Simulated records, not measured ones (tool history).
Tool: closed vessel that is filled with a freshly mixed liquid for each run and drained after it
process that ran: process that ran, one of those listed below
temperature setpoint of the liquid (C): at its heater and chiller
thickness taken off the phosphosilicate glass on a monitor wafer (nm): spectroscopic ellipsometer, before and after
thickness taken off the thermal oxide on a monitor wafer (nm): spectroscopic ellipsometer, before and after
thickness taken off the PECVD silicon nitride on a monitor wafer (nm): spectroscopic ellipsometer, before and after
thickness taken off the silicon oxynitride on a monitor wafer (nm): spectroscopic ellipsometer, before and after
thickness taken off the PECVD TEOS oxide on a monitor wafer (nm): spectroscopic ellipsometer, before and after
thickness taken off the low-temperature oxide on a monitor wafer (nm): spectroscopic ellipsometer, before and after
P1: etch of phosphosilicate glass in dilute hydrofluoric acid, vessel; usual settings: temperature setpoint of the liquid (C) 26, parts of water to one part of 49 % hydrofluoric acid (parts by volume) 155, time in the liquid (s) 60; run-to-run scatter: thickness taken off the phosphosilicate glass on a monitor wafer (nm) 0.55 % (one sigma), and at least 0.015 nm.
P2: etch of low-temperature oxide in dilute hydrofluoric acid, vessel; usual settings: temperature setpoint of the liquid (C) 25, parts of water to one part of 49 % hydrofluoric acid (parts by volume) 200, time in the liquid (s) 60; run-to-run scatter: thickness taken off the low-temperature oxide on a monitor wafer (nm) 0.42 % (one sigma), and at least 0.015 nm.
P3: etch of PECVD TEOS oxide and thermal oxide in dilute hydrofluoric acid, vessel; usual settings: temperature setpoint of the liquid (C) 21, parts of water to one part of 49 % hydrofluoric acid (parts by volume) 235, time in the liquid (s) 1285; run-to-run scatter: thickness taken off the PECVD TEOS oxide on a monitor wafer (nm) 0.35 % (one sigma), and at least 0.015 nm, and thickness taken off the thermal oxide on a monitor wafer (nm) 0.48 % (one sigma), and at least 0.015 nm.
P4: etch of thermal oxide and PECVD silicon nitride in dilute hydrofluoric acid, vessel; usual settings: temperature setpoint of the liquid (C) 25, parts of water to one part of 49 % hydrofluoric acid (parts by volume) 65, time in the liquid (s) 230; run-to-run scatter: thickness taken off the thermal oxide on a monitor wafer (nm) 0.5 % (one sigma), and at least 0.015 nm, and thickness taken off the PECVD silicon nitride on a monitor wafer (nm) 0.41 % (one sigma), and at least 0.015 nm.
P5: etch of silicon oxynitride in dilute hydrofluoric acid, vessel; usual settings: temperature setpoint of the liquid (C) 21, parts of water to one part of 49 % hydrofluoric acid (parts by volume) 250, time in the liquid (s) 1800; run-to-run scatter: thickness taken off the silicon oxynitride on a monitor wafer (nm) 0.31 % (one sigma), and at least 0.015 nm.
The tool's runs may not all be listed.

| run | hour | process that ran | temperature setpoint of the liquid (C) | parts of water to one part of 49 % hydrofluoric acid (parts by volume) | time in the liquid (s) | hours since the thermometer was replaced | hours since the hydrofluoric acid flow meter was replaced | thickness taken off the phosphosilicate glass on a monitor wafer (nm) | thickness taken off the thermal oxide on a monitor wafer (nm) | thickness taken off the PECVD silicon nitride on a monitor wafer (nm) | thickness taken off the silicon oxynitride on a monitor wafer (nm) | thickness taken off the PECVD TEOS oxide on a monitor wafer (nm) | thickness taken off the low-temperature oxide on a monitor wafer (nm) |
|---|---|---|---|---|---|---|---|---|---|---|---|---|---|
| 1 | 7.8 | P1 | 26 | 155 | 60 | 523.9 | 123.9 | 39.723 |  |  |  |  |  |
| 2 | 18.5 | P4 | 25 | 35 | 230 | 534.6 | 134.6 |  | 35.727 | 13.642 |  |  |  |
| 3 | 25.8 | P1 | 26 | 155 | 115 | 541.9 | 141.9 | 76.344 |  |  |  |  |  |
| 4 | 35.8 | P1 | 26 | 155 | 60 | 551.9 | 151.9 | 40.232 |  |  |  |  |  |
| 5 | 44.4 | P1 | 26 | 155 | 60 | 560.5 | 160.5 | 39.602 |  |  |  |  |  |
| 6 | 50.3 | P4 | 19.5 | 65 | 230 | 566.4 | 166.4 |  | 14.634 | 5.1695 |  |  |  |
| 7 | 60.1 | P5 | 21 | 450 | 1800 | 576.2 | 176.2 |  |  |  | 4.0396 |  |  |
| 8 | 65.8 | P3 | 17 | 235 | 1285 | 581.9 | 181.9 |  | 18.222 |  |  | 39.717 |  |
| 9 | 75.2 | P4 | 25 | 65 | 230 | 591.3 | 191.3 |  | 18.513 | 7.464 |  |  |  |
| 10 | 81 | P3 | 21 | 235 | 130 | 597.1 | 197.1 |  | 2.1381 |  |  | 4.733 |  |
| 11 | 87.4 | P1 | 26 | 225 | 85 | 603.5 | 203.5 | 35.853 |  |  |  |  |  |
| 12 | 92.4 | P5 | 21 | 250 | 210 | 608.5 | 208.5 |  |  |  | 0.94539 |  |  |
| 13 | 102.1 | P1 | 26 | 155 | 60 | 618.2 | 218.2 | 39.831 |  |  |  |  |  |
| 14 | 113.3 | P2 | 19.5 | 200 | 60 | 629.4 | 229.4 |  |  |  |  |  | 4.356 |
| 15 | 118.7 | P4 | 25 | 65 | 230 | 634.8 | 234.8 |  | 18.382 | 7.5255 |  |  |  |
| 16 | 127.6 | P3 | 21 | 235 | 1285 | 643.7 | 243.7 |  | 21.188 |  |  | 46.464 |  |
| 17 | 136.6 | P1 | 26 | 155 | 30 | 652.7 | 252.7 | 19.849 |  |  |  |  |  |
| 18 | 147.8 | P1 | 26 | 275 | 60 | 663.9 | 263.9 | 19.576 |  |  |  |  |  |
| 19 | 158.8 | P2 | 25 | 200 | 60 | 674.9 | 274.9 |  |  |  |  |  | 5.402 |
|  | 168 | hydrofluoric acid flow meter replaced |
| 20 | 169.7 | P1 | 20 | 155 | 60 | 685.8 | 1.7 | 31.754 |  |  |  |  |  |
| 21 | 175.4 | P5 | 21 | 250 | 1800 | 691.5 | 7.4 |  |  |  | 8.258 |  |  |
| 22 | 182.6 | P1 | 26 | 90 | 60 | 698.7 | 14.6 | 73.915 |  |  |  |  |  |
| 23 | 188.7 | P2 | 25 | 295 | 60 | 704.8 | 20.7 |  |  |  |  |  | 3.3246 |
| 24 | 199.8 | P1 | 32.5 | 155 | 60 | 715.9 | 31.8 | 50.478 |  |  |  |  |  |
| 25 | 209.4 | P1 | 26 | 80 | 90 | 725.5 | 41.4 | 127.51 |  |  |  |  |  |
| 26 | 219 | P1 | 20 | 155 | 30 | 735.1 | 51 | 15.648 |  |  |  |  |  |
| 27 | 229.4 | P4 | 25 | 65 | 80 | 745.5 | 61.4 |  | 6.4381 | 2.6063 |  |  |  |
| 28 | 237 | P2 | 25 | 200 | 60 | 753.1 | 69 |  |  |  |  |  | 5.3856 |
| 29 | 247.1 | P2 | 25 | 200 | 30 | 763.2 | 79.1 |  |  |  |  |  | 2.7045 |
| 30 | 257.4 | P3 | 21 | 405 | 1285 | 773.5 | 89.4 |  | 10.594 |  |  | 23.378 |  |
| 31 | 262.7 | P5 | 25 | 250 | 1800 | 778.8 | 94.7 |  |  |  | 9.804 |  |  |
| 32 | 273.4 | P1 | 26 | 155 | 60 | 789.5 | 105.4 | 39.372 |  |  |  |  |  |
| 33 | 282.3 | P1 | 26 | 155 | 60 | 798.4 | 114.3 | 38.71 |  |  |  |  |  |
| 34 | 292.7 | P1 | 26 | 155 | 60 | 808.8 | 124.7 | 37.114 |  |  |  |  |  |
| 35 | 297.9 | P1 | 26 | 155 | 60 | 814 | 129.9 | 37.009 |  |  |  |  |  |
| 36 | 306.1 | P1 | 26 | 155 | 60 | 822.2 | 138.1 | 36.712 |  |  |  |  |  |
| 37 | 316.6 | P1 | 26 | 155 | 60 | 832.7 | 148.6 | 36.546 |  |  |  |  |  |
| 38 | 325 | P1 | 26 | 155 | 60 | 841.1 | 157 | 36.619 |  |  |  |  |  |
| 39 | 332.3 | P1 | 26 | 155 | 60 | 848.4 | 164.3 | 36.492 |  |  |  |  |  |

What P1 gives has crept away from where it was. These 2 causes fit the log equally well, each at the size given:
A: liquid colder than its thermometer reads (K) = 2.29
B: hydrofluoric acid flow below the setpoint (%) = 6.99
The creep began at about hour 273.4.

4 check runs are offered, one wafer each, their results left as question marks. Which one tells the causes apart?
| check 1 | 339.6 | P4 | 21 | 40 | 230 |  |  |  | ? | ? |  |  |  |
| check 2 | 339.6 | P5 | 21 | 320 | 945 |  |  |  |  |  | ? |  |  |
| check 3 | 339.6 | P2 | 20 | 200 | 30 |  |  |  |  |  |  |  | ? |
| check 4 | 339.6 | P3 | 21 | 235 | 335 |  |  |  | ? |  |  | ? |  |

What each check would give under each cause:
| check | result | if A | if B |
|---|---|---|---|
| check 1 | thickness taken off the thermal oxide on a monitor wafer (nm) | 23.757 | 24.281 |
| check 1 | thickness taken off the PECVD silicon nitride on a monitor wafer (nm) | 7.8207 | 8.5532 |
| check 2 | thickness taken off the silicon oxynitride on a monitor wafer (nm) | 2.9103 | 2.9508 |
| check 3 | thickness taken off the low-temperature oxide on a monitor wafer (nm) | 2.0334 | 2.0384 |
| check 4 | thickness taken off the thermal oxide on a monitor wafer (nm) | 5.08 | 5.0667 |
| check 4 | thickness taken off the PECVD TEOS oxide on a monitor wafer (nm) | 11.112 | 11.083 |
How far apart the two closest causes lie, in the result that separates them most: check 1 8.95 %; check 2 1.38 %; check 3 0.24 %; check 4 0.26 %
Check 1 tells the causes apart: in the others they would give nearly the same result.

Check 1 was then run and gave: thickness taken off the thermal oxide on a monitor wafer (nm) 23.695; thickness taken off the PECVD silicon nitride on a monitor wafer (nm) 7.7911. Which cause is it?

It is A: liquid colder than its thermometer reads (K).
